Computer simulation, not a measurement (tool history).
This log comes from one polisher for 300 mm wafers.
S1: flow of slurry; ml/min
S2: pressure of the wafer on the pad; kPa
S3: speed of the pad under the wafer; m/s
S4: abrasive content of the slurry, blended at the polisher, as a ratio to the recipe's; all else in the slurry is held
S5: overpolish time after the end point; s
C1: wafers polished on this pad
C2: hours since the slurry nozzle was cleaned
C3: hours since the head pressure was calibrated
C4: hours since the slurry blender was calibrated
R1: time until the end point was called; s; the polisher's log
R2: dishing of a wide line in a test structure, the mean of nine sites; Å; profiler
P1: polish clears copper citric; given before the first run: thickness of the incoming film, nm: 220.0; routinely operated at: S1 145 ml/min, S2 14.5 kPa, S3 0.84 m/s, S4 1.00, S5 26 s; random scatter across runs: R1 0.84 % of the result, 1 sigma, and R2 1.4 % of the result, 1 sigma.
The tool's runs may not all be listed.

run 1 hour=4.7 | S1=145 S2=14.5 S3=0.84 S4=1.00 S5=26 | C1=758 C2=92.6 C3=153.0 C4=95.9 | R1=148.830 R2=236.02
run 2 hour=9.4 | S1=145 S2=14.5 S3=0.84 S4=1.00 S5=50 | C1=788 C2=97.3 C3=157.7 C4=100.6 | R1=149.250 R2=367.35
run 3 hour=13.1 | S1=145 S2=14.5 S3=0.84 S4=1.00 S5=10 | C1=812 C2=101.0 C3=161.4 C4=104.3 | R1=151.030 R2=103.43
-- hour=13.2 slurry nozzle cleaned
run 4 hour=17.8 | S1=145 S2=14.5 S3=0.84 S4=1.30 S5=44 | C1=842 C2=4.7 C3=166.1 C4=109.0 | R1=141.440 R2=360.49
run 5 hour=23.8 | S1=145 S2=14.5 S3=0.84 S4=1.35 S5=26 | C1=881 C2=10.7 C3=172.1 C4=115.0 | R1=140.440 R2=246.07
run 6 hour=28.8 | S1=85 S2=14.5 S3=0.84 S4=1.00 S5=26 | C1=913 C2=15.7 C3=177.1 C4=120.0 | R1=170.190 R2=218.39
run 7 hour=35.4 | S1=145 S2=22.1 S3=0.84 S4=1.00 S5=26 | C1=956 C2=22.3 C3=183.7 C4=126.6 | R1=99.607 R2=323.22
run 8 hour=41.4 | S1=145 S2=14.5 S3=0.84 S4=1.00 S5=26 | C1=994 C2=28.3 C3=189.7 C4=132.6 | R1=149.900 R2=237.73
run 9 hour=47.4 | S1=145 S2=14.5 S3=1.26 S4=1.00 S5=26 | C1=1033 C2=34.3 C3=195.7 C4=138.6 | R1=99.136 R2=314.05
run 10 hour=54.7 | S1=145 S2=14.5 S3=1.10 S4=1.00 S5=39 | C1=1080 C2=41.6 C3=203.0 C4=145.9 | R1=113.030 R2=372.76
run 11 hour=58.0 | S1=145 S2=14.5 S3=0.44 S4=1.00 S5=26 | C1=1101 C2=44.9 C3=206.3 C4=149.2 | R1=275.390 R2=142.45
run 12 hour=64.3 | S1=145 S2=11.0 S3=0.84 S4=1.00 S5=26 | C1=1142 C2=51.2 C3=212.6 C4=155.5 | R1=193.270 R2=189.75
run 13 hour=71.2 | S1=145 S2=14.5 S3=0.84 S4=1.00 S5=26 | C1=1187 C2=58.1 C3=219.5 C4=162.4 | R1=148.750 R2=238.74
run 14 hour=75.9 | S1=225 S2=14.5 S3=0.84 S4=1.00 S5=26 | C1=1217 C2=62.8 C3=224.2 C4=167.1 | R1=139.620 R2=244.88
run 15 hour=81.5 | S1=145 S2=14.5 S3=0.84 S4=0.70 S5=26 | C1=1253 C2=68.4 C3=229.8 C4=172.7 | R1=161.510 R2=222.56
run 16 hour=85.8 | S1=145 S2=14.5 S3=0.84 S4=1.00 S5=26 | C1=1281 C2=72.7 C3=234.1 C4=177.0 | R1=151.230 R2=235.80
run 17 hour=93.0 | S1=145 S2=14.5 S3=0.84 S4=1.00 S5=26 | C1=1327 C2=79.9 C3=241.3 C4=184.2 | R1=149.500 R2=232.54
run 18 hour=96.5 | S1=145 S2=14.5 S3=0.84 S4=1.00 S5=26 | C1=1350 C2=83.4 C3=244.8 C4=187.7 | R1=154.880 R2=229.41
run 19 hour=102.9 | S1=145 S2=14.5 S3=0.84 S4=1.00 S5=26 | C1=1391 C2=89.8 C3=251.2 C4=194.1 | R1=157.420 R2=230.12
run 20 hour=108.3 | S1=145 S2=14.5 S3=0.84 S4=1.00 S5=26 | C1=1426 C2=95.2 C3=256.6 C4=199.5 | R1=159.290 R2=223.65
run 21 hour=113.5 | S1=145 S2=14.5 S3=0.84 S4=1.00 S5=26 | C1=1460 C2=100.4 C3=261.8 C4=204.7 | R1=164.290 R2=222.35
-- hour=118.7 head pressure recalibrated
run 22 hour=120.1 | S1=145 S2=14.5 S3=0.84 S4=1.00 S5=26 | C1=1502 C2=107.0 C3=1.4 C4=211.3 | R1=161.030 R2=224.83

The next listed run, before its measurement:
run 23 hour=125.3 | S1=145 S2=14.5 S3=0.84 S4=1.00 S5=26 | C1=1536 C2=112.2 C3=6.6 C4=216.5 | R1=? R2=?

R1: 160.660 s
R2: 219.52 Å
